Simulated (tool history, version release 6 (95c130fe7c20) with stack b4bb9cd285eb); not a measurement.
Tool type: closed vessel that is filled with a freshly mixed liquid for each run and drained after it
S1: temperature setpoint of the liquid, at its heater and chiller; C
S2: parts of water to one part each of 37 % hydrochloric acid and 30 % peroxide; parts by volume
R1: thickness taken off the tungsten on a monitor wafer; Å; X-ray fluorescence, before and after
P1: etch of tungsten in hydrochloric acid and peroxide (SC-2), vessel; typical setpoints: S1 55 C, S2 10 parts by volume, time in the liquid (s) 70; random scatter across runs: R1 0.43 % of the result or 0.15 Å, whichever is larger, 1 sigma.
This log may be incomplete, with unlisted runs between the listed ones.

Run 1, hour 8.3: S1 55 C, S2 10 parts by volume, time in the liquid (s) 70. Result: R1 118.42 Å.
Run 2, hour 14: S1 70.5 C, S2 10 parts by volume, time in the liquid (s) 70. Result: R1 310.62 Å.
At hour 14.7: thermometer replaced.
Run 3, hour 22.4: S1 55 C, S2 10 parts by volume, time in the liquid (s) 30. Result: R1 50.997 Å.
Run 4, hour 30.8: S1 38.5 C, S2 10 parts by volume, time in the liquid (s) 70. Result: R1 38.14 Å.
Run 5, hour 35.5: S1 55 C, S2 10 parts by volume, time in the liquid (s) 70. Result: R1 118.7 Å.
Run 6, hour 44.1: S1 55 C, S2 17 parts by volume, time in the liquid (s) 70. Result: R1 75.098 Å.
Run 7, hour 52.8: S1 55 C, S2 13.5 parts by volume, time in the liquid (s) 105. Result: R1 137.75 Å.
Run 8, hour 56.9: S1 55 C, S2 10 parts by volume, time in the liquid (s) 70. Result: R1 118.71 Å.
Run 9, hour 62.9: S1 55 C, S2 4 parts by volume, time in the liquid (s) 70. Result: R1 236.68 Å.
Run 10, hour 67.5: S1 55 C, S2 10 parts by volume, time in the liquid (s) 130. Result: R1 220.7 Å.
Run 11, hour 74.8: S1 55 C, S2 10 parts by volume, time in the liquid (s) 70. Result: R1 118.63 Å.
Run 12, hour 78.8: S1 48.5 C, S2 15.5 parts by volume, time in the liquid (s) 70. Result: R1 52.816 Å.
Run 13, hour 82.9: S1 46.5 C, S2 14.5 parts by volume, time in the liquid (s) 70. Result: R1 48.819 Å.
Run 14, hour 90.9: S1 55 C, S2 10 parts by volume, time in the liquid (s) 70. Result: R1 118.05 Å.
Run 15, hour 98.1: S1 55 C, S2 10 parts by volume, time in the liquid (s) 70. Result: R1 114.26 Å.
Run 16, hour 103.4: S1 55 C, S2 10 parts by volume, time in the liquid (s) 70. Result: R1 111.94 Å.
Run 17, hour 112.3: S1 55 C, S2 10 parts by volume, time in the liquid (s) 70. Result: R1 110.53 Å.
Run 18, hour 119.1: S1 55 C, S2 10 parts by volume, time in the liquid (s) 70. Result: R1 109.78 Å.
At hour 119.3: new drum of peroxide connected.
Run 19, hour 125.5: S1 55 C, S2 10 parts by volume, time in the liquid (s) 70. Result: R1 110.63 Å.
Run 20, hour 130.3: S1 55 C, S2 10 parts by volume, time in the liquid (s) 70. Result: R1 109.69 Å.
Run 21, hour 138.6: S1 55 C, S2 10 parts by volume, time in the liquid (s) 70. Result: R1 110.16 Å.

P1 no longer gives what it gave before; its output has crept away from where it was. The following 2 causes, each at its listed size, fit the log equally well:
A: chemicals flow below the setpoint (%) = 8.76
B: liquid colder than its thermometer reads (K) = 1.19
Creep in the process output first set in at about hour 90.9.
All other causes, with the reason each is excluded:
peroxide weaker than its label (%): serviced at hour 119.3, after the change had begun; the process did not return to its earlier output

Consider the 4 check runs below, whose results appear as question marks and each of which averages 3 wafers. Which one distinguishes the causes, in that each cause would give it a clearly different result?
Run check 1, hour 146.9: S1 42.5 C, S2 10 parts by volume, time in the liquid (s) 70. Result: R1 ?.
Run check 2, hour 146.9: S1 40 C, S2 4 parts by volume, time in the liquid (s) 70. Result: R1 ?.
Run check 3, hour 146.9: S1 55 C, S2 7 parts by volume, time in the liquid (s) 70. Result: R1 ?.
Run check 4, hour 146.9: S1 69.5 C, S2 10 parts by volume, time in the liquid (s) 130. Result: R1 ?.

Expected result of each check under each candidate cause:
  check  result    if A    if B
check 1      R1  47.349  47.041
check 2      R1  80.601  78.786
check 3      R1     147  146.23
check 4      R1  500.06  503.14
How far apart the two closest causes lie, in the result that separates them most: check 1 0.65 %; check 2 2.28 %; check 3 0.52 %; check 4 0.61 %
Check 2 is the one run that separates the causes; every other check would come out nearly the same whichever cause is at work.

Running check 2 produced the following: R1 78.779 Å. Which one of the listed causes fits?

It is B: liquid colder than its thermometer reads (K).

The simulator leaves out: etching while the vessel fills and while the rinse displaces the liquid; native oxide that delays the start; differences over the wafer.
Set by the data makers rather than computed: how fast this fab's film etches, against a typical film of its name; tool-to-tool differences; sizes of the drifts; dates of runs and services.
